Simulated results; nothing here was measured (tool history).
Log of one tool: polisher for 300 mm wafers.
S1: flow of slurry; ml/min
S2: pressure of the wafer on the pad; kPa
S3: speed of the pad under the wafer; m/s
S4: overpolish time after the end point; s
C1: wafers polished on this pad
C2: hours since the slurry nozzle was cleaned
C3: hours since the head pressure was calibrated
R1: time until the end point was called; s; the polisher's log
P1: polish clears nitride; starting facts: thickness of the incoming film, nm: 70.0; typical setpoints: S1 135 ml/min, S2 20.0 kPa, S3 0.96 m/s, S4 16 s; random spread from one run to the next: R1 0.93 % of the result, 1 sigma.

run 1 hour=5.9 | S1=135 S2=20.0 S3=0.96 S4=16 | C1=330 C2=207.8 C3=231.7 | R1=79.586
run 2 hour=8.9 | S1=135 S2=20.0 S3=0.96 S4=16 | C1=353 C2=210.8 C3=234.7 | R1=79.190
run 3 hour=13.2 | S1=135 S2=20.0 S3=0.96 S4=16 | C1=386 C2=215.1 C3=239.0 | R1=80.357
run 4 hour=16.3 | S1=135 S2=20.0 S3=0.56 S4=16 | C1=409 C2=218.2 C3=242.1 | R1=135.180
run 5 hour=22.4 | S1=135 S2=20.0 S3=0.96 S4=5 | C1=455 C2=224.3 C3=248.2 | R1=78.610
run 6 hour=26.2 | S1=90 S2=20.0 S3=0.96 S4=16 | C1=484 C2=228.1 C3=252.0 | R1=87.428
run 7 hour=29.7 | S1=205 S2=20.0 S3=1.24 S4=16 | C1=511 C2=231.6 C3=255.5 | R1=56.553
run 8 hour=33.0 | S1=135 S2=20.0 S3=0.96 S4=29 | C1=536 C2=234.9 C3=258.8 | R1=79.300
run 9 hour=37.3 | S1=135 S2=20.0 S3=0.96 S4=16 | C1=568 C2=239.2 C3=263.1 | R1=78.331
run 10 hour=43.5 | S1=135 S2=20.0 S3=1.32 S4=16 | C1=615 C2=245.4 C3=269.3 | R1=57.086
run 11 hour=49.2 | S1=205 S2=20.0 S3=0.96 S4=16 | C1=659 C2=251.1 C3=275.0 | R1=73.890
run 12 hour=52.2 | S1=135 S2=29.0 S3=0.96 S4=16 | C1=681 C2=254.1 C3=278.0 | R1=55.039
run 13 hour=58.4 | S1=135 S2=11.0 S3=0.96 S4=16 | C1=728 C2=260.3 C3=284.2 | R1=143.530
run 14 hour=62.5 | S1=135 S2=20.0 S3=0.96 S4=16 | C1=759 C2=264.4 C3=288.3 | R1=79.262
run 15 hour=65.3 | S1=135 S2=20.0 S3=0.96 S4=16 | C1=781 C2=267.2 C3=291.1 | R1=78.722
run 16 hour=70.7 | S1=135 S2=20.0 S3=0.96 S4=16 | C1=822 C2=272.6 C3=296.5 | R1=83.263
run 17 hour=74.4 | S1=135 S2=20.0 S3=0.96 S4=16 | C1=850 C2=276.3 C3=300.2 | R1=83.745

The next listed run, before its measurement:
run 18 hour=80.3 | S1=135 S2=20.0 S3=0.96 S4=16 | C1=894 C2=282.2 C3=306.1 | R1=?

Run 18 produced R1 87.822 s.
